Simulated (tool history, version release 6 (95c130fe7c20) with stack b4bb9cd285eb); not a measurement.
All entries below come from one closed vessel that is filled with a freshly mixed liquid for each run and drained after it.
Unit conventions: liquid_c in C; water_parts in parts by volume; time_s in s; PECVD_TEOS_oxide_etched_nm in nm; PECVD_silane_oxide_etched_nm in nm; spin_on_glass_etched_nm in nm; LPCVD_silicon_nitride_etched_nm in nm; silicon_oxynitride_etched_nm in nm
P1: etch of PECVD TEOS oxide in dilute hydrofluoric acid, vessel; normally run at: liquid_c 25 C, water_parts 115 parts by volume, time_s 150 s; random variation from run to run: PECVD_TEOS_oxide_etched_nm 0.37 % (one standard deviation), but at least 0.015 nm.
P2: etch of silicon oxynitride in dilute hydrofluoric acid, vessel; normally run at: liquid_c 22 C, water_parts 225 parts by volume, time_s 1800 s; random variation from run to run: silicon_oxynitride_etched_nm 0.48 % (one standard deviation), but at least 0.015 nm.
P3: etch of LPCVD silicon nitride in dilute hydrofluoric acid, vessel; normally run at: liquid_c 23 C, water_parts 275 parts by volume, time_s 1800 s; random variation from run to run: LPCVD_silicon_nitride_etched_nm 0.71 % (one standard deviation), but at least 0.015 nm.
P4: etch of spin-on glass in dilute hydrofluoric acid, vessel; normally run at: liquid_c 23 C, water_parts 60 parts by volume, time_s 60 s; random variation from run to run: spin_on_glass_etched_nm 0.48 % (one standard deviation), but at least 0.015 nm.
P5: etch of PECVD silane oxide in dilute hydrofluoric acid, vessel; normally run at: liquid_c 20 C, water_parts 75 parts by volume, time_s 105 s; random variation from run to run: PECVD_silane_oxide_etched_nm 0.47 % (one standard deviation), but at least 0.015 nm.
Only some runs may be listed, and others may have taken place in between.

run,hour,process,liquid_c,water_parts,time_s,hours since the thermometer was replaced,hours since the hydrofluoric acid flow meter was replaced,PECVD_TEOS_oxide_etched_nm,PECVD_silane_oxide_etched_nm,spin_on_glass_etched_nm,LPCVD_silicon_nitride_etched_nm,silicon_oxynitride_etched_nm
1,13.1,P1,25,115,150,438.5,1057.6,23.858,,,,
2,25.6,P1,25,115,150,451,1070.1,23.814,,,,
3,34.6,P1,17,115,150,460,1079.1,17.267,,,,
4,50.3,P1,32.5,115,85,475.7,1094.8,17.971,,,,
5,59.4,P1,25,115,30,484.8,1103.9,4.754,,,,
6,66.6,P1,25,165,150,492,1111.1,15.623,,,,
7,78.4,P5,20,75,30,503.8,1122.9,,8.9847,,,
8,87.4,P4,23,60,60,512.8,1131.9,,,25.922,,
9,102.1,P3,23,275,2985,527.5,1146.6,,,,5.2175,
10,108.9,P1,25,115,150,534.3,1153.4,23.867,,,,
11,121.1,P1,25,30,150,546.5,1165.6,101.49,,,,
# hour 129.5: hydrofluoric acid flow meter replaced
12,133.7,P1,30,35,150,559.1,4.2,106.93,,,,
13,147.2,P2,30.5,225,1800,572.6,17.7,,,,,18.82
14,161.8,P1,25,115,150,587.2,32.3,23.876,,,,
15,173.7,P2,22,225,620,599.1,44.2,,,,,4.4812
16,187.1,P2,22,95,1800,612.5,57.6,,,,,33.96
17,196.6,P1,28.5,115,225,622,67.1,40.878,,,,
18,206.1,P2,22,225,1800,631.5,76.6,,,,,13.096
19,221.1,P5,17,75,105,646.5,91.6,,27.875,,,
20,230.2,P4,23,60,115,655.6,100.7,,,50.046,,
21,239.3,P3,23,275,1800,664.7,109.8,,,,3.1458,
22,250.7,P4,23,90,60,676.1,121.2,,,16.654,,
23,259.4,P3,23,400,1800,684.8,129.9,,,,2.1828,
24,269.1,P4,17,60,60,694.5,139.6,,,20.053,,
25,277.7,P1,25,115,235,703.1,148.2,37.295,,,,
26,293.3,P3,27.5,275,1800,718.7,163.8,,,,4.0682,
27,305.9,P1,29.5,115,150,731.3,176.4,28.285,,,,
28,320.6,P5,20,20,105,746,191.1,,126.79,,,
29,329.1,P5,20,75,105,754.5,199.6,,32.064,,,
30,342.8,P1,25,115,150,768.2,213.3,23.787,,,,
31,351.2,P1,25,115,150,776.6,221.7,23.825,,,,
32,359.6,P1,25,115,150,785,230.1,24.311,,,,
33,370.1,P1,25,115,150,795.5,240.6,24.878,,,,
34,378.5,P1,25,115,150,803.9,249,25.236,,,,
35,389.1,P1,25,115,150,814.5,259.6,25.546,,,,
36,401.1,P1,25,115,150,826.5,271.6,25.619,,,,
37,408.3,P1,25,115,150,833.7,278.8,25.692,,,,
38,419.5,P1,25,115,150,844.9,290,25.857,,,,
39,427.6,P1,25,115,150,853,298.1,25.734,,,,

Estimate the outcome of run 40 from the log above:
40,438.7,P1,25,115,150,864.1,309.2,?,,,,

{"run 40": {"PECVD_TEOS_oxide_etched_nm": 25.892}}

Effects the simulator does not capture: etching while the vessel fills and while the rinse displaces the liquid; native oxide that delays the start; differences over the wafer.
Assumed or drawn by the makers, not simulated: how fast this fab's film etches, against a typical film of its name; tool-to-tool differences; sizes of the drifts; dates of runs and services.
